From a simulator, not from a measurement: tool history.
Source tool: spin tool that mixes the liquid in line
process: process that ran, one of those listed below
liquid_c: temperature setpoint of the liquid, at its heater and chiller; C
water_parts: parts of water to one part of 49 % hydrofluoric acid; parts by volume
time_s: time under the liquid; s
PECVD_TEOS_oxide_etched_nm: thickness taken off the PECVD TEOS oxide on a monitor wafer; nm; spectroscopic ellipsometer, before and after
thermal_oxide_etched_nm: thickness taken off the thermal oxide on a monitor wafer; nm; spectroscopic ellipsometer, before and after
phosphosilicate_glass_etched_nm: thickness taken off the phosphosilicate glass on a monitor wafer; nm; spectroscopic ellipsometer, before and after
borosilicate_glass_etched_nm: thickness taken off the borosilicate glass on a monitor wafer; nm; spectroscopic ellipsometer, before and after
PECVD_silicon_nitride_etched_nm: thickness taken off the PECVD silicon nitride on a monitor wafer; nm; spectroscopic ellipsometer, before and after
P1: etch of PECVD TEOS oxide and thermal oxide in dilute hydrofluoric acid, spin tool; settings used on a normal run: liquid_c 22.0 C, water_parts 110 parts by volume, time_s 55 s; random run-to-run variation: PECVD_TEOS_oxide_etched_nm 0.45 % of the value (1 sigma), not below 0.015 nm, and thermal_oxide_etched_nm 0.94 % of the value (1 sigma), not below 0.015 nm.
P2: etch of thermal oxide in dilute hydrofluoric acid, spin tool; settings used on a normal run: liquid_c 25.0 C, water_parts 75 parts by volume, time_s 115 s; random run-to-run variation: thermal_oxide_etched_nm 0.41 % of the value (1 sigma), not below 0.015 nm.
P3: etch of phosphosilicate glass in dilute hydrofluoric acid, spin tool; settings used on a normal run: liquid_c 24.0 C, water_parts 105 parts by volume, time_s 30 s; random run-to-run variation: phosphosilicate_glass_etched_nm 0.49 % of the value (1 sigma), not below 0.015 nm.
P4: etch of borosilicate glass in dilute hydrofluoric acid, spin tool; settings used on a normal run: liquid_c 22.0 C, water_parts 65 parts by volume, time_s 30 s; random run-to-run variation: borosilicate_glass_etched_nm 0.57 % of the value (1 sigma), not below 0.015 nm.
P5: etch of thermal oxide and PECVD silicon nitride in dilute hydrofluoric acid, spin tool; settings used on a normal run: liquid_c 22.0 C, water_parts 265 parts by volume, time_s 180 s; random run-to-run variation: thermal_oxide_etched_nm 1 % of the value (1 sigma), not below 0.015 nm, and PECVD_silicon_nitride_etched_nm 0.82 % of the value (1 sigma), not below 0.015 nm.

run	hour	process	liquid_c	water_parts	time_s	hours since the thermometer was replaced	hours since the hydrofluoric acid flow meter was replaced	PECVD_TEOS_oxide_etched_nm	thermal_oxide_etched_nm	phosphosilicate_glass_etched_nm	borosilicate_glass_etched_nm	PECVD_silicon_nitride_etched_nm
1	11.5	P1	22.0	110	55	1422.1	494.9	4.4788	2.14790			
2	26.5	P3	24.0	105	15	1437.1	509.9			18.231		
3	37.1	P1	17.0	110	20	1447.7	520.5	1.3150	0.65131			
4	48.5	P4	22.0	20	30	1459.1	531.9				47.8200	
5	60.3	P1	22.0	110	55	1470.9	543.7	4.4527	2.15960			
6	77.5	P3	24.0	105	30	1488.1	560.9			36.729		
7	89.2	P1	22.0	110	55	1499.8	572.6	4.4643	2.16980			
8	105.7	P3	20.0	105	30	1516.3	589.1			30.947		
9	118.4	P1	22.0	110	55	1529.0	601.8	4.4989	2.16600			
10	131.3	P1	22.0	70	55	1541.9	614.7	7.4775	3.49950			
11	144.5	P1	18.0	110	55	1555.1	627.9	3.8367	1.82650			
12	159.0	P1	22.0	110	55	1569.6	642.4	4.4427	2.14840			
13	167.6	P2	18.0	75	115	1578.2	651.0		6.07650			
14	185.0	P2	25.0	75	115	1595.6	668.4		8.19680			
15	195.0	P5	28.5	265	180	1605.6	678.4		2.91860			3.8885
16	204.7	P5	22.0	440	180	1615.3	688.1		1.22740			1.6181
17	219.4	P2	25.0	75	115	1630.0	702.8		8.21380			
18	233.2	P1	27.0	110	55	1643.8	716.6	5.4413	2.69440			
19	246.1	P2	25.0	140	115	1656.7	729.5		4.02820			
20	258.7	P1	22.0	110	55	1669.3	742.1	4.4723	2.14790			
21	271.0	P2	25.0	75	20	1681.6	754.4		1.43700			
22	286.7	P4	22.0	65	30	1697.3	770.1				13.8250	
23	300.7	P4	27.0	65	30	1711.3	784.1				17.0430	
24	310.7	P1	22.0	110	85	1721.3	794.1	6.9106	3.23870			
25	327.3	P5	22.0	265	180	1737.9	810.7		2.30310			2.6160
26	345.5	P1	22.0	110	15	1756.1	828.9	1.2329	0.57629			
27	359.7	P4	22.0	65	15	1770.3	843.1				6.8338	
28	378.0	P1	22.0	155	55	1788.6	861.4	3.0385	1.47320			
29	388.2	P1	28.5	110	15	1798.8	871.6	1.5891	0.74207			
30	397.9	P5	22.0	265	340	1808.5	881.3		4.43130			5.0049
31	412.6	P3	24.0	65	30	1823.2	896.0			62.567		
32	422.5	P1	22.0	110	55	1833.1	905.9	4.5427	2.13690			
33	435.9	P1	22.0	110	55	1846.5	919.3	4.6081	2.23370			
34	453.9	P1	22.0	110	55	1864.5	937.3	4.6892	2.23940			
35	467.7	P1	22.0	110	55	1878.3	951.1	4.7306	2.32340			
36	480.6	P1	22.0	110	55	1891.2	964.0	4.8250	2.31810			
37	492.1	P1	22.0	110	55	1902.7	975.5	4.7513	2.29260			
38	502.7	P1	22.0	110	55	1913.3	986.1	4.7748	2.33530			
39	512.1	P1	22.0	110	55	1922.7	995.5	4.8263	2.31540			
40	526.3	P1	22.0	110	55	1936.9	1009.7	4.8543	2.28860			
41	540.0	P1	22.0	110	55	1950.6	1023.4	4.8353	2.35590			
42	549.7	P1	22.0	110	55	1960.3	1033.1	4.8628	2.31680			
43	567.4	P1	22.0	110	55	1978.0	1050.8	4.8112	2.29230			

P1 no longer gives what it gave before; its output has crept away from where it was. The following 2 causes, each at its listed size, fit the log equally well:
A: hydrofluoric acid flow above the setpoint (%) = 7.45
B: liquid hotter than its thermometer reads (K) = 2.04
The drift started at roughly hour 422.5.

Below are 4 check runs, each averaged over 2 wafers, with their results shown as question marks. Which of them would give clearly different results depending on which cause is behind the drift?
check 1	585.1	P5	22.0	265	180				?			?
check 2	585.1	P4	22.0	65	30						?	
check 3	585.1	P2	25.0	75	115				?			
check 4	585.1	P3	24.0	105	30					?		

What each check would give under each cause:
check	result	if A	if B
check 1	thermal_oxide_etched_nm	2.55870	2.51690
check 1	PECVD_silicon_nitride_etched_nm	2.8264	2.9917
check 2	borosilicate_glass_etched_nm	14.9620	15.0550
check 3	thermal_oxide_etched_nm	8.82710	8.84690
check 4	phosphosilicate_glass_etched_nm	39.524	39.484
How far apart the two closest causes lie, in the result that separates them most: check 1 5.68 %; check 2 0.61 %; check 3 0.22 %; check 4 0.1 %
Check 1 distinguishes between the causes, while the remaining checks would return nearly the same result for all of them.

Check 1 was carried out, with these results: thermal_oxide_etched_nm 2.50280 nm; PECVD_silicon_nitride_etched_nm 2.9718 nm. Which of the listed causes is responsible?

B is the cause: liquid hotter than its thermometer reads (K).

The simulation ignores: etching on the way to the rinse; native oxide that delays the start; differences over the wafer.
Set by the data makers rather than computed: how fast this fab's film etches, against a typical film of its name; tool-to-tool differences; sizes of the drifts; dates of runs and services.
